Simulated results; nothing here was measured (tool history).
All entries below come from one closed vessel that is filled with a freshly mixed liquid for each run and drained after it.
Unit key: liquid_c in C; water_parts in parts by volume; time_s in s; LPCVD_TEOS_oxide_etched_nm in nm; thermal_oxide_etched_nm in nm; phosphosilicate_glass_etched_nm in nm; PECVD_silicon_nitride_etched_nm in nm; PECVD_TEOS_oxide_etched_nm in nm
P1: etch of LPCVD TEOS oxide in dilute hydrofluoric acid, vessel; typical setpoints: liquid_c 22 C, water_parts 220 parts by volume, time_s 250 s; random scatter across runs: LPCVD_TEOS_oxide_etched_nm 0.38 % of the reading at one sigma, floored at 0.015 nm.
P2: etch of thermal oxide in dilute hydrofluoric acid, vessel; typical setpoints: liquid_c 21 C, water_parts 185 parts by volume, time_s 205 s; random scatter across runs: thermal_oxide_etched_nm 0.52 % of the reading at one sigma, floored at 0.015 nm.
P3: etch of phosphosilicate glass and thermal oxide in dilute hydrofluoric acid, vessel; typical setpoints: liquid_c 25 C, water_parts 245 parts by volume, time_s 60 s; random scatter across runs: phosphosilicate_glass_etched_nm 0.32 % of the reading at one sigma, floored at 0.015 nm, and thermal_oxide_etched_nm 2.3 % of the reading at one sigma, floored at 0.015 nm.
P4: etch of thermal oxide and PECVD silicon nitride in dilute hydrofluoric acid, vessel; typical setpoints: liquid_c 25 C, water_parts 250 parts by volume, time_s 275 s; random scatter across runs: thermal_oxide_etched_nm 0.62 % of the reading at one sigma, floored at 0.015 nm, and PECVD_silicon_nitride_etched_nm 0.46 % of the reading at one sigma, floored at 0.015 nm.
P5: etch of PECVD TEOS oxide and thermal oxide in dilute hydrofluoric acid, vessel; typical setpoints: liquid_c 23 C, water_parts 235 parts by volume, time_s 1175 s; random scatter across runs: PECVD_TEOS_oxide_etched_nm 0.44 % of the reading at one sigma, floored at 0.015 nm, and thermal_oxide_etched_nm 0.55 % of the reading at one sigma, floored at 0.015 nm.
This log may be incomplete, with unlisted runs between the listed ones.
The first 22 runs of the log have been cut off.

run,hour,process,liquid_c,water_parts,time_s,hours since the thermometer was replaced,hours since the hydrofluoric acid flow meter was replaced,LPCVD_TEOS_oxide_etched_nm,thermal_oxide_etched_nm,phosphosilicate_glass_etched_nm,PECVD_silicon_nitride_etched_nm,PECVD_TEOS_oxide_etched_nm
23,164.7,P2,21,185,375,989.2,785.2,,7.9977,,,
24,172.6,P1,22,220,250,997.1,793.1,31.717,,,,
25,177.5,P3,25,245,60,1002,798,,1.0178,20.13,,
26,184.8,P2,21,185,205,1009.3,805.3,,4.3427,,,
27,190.9,P5,28.5,235,1175,1015.4,811.4,,22.89,,,43.421
# hour 193.4: hydrofluoric acid flow meter replaced
28,200.5,P1,22,220,250,1025,7.2,31.621,,,,
29,205.8,P3,32.5,245,60,1030.3,12.5,,1.3541,25.984,,
30,212.8,P3,25,245,30,1037.3,19.5,,0.52903,10.108,,
31,218,P1,22,220,250,1042.5,24.7,31.525,,,,
32,224.3,P1,22,220,250,1048.8,31,31.613,,,,
33,232.9,P1,22,220,250,1057.4,39.6,31.497,,,,
34,239.8,P1,22,220,250,1064.3,46.5,33.259,,,,
35,245.3,P1,22,220,250,1069.8,52,33.633,,,,

What does the tool deliver on the next run?
36,252.7,P1,22,220,250,1077.2,59.4,?,,,,

Run 36 produced LPCVD_TEOS_oxide_etched_nm 34.308 nm.

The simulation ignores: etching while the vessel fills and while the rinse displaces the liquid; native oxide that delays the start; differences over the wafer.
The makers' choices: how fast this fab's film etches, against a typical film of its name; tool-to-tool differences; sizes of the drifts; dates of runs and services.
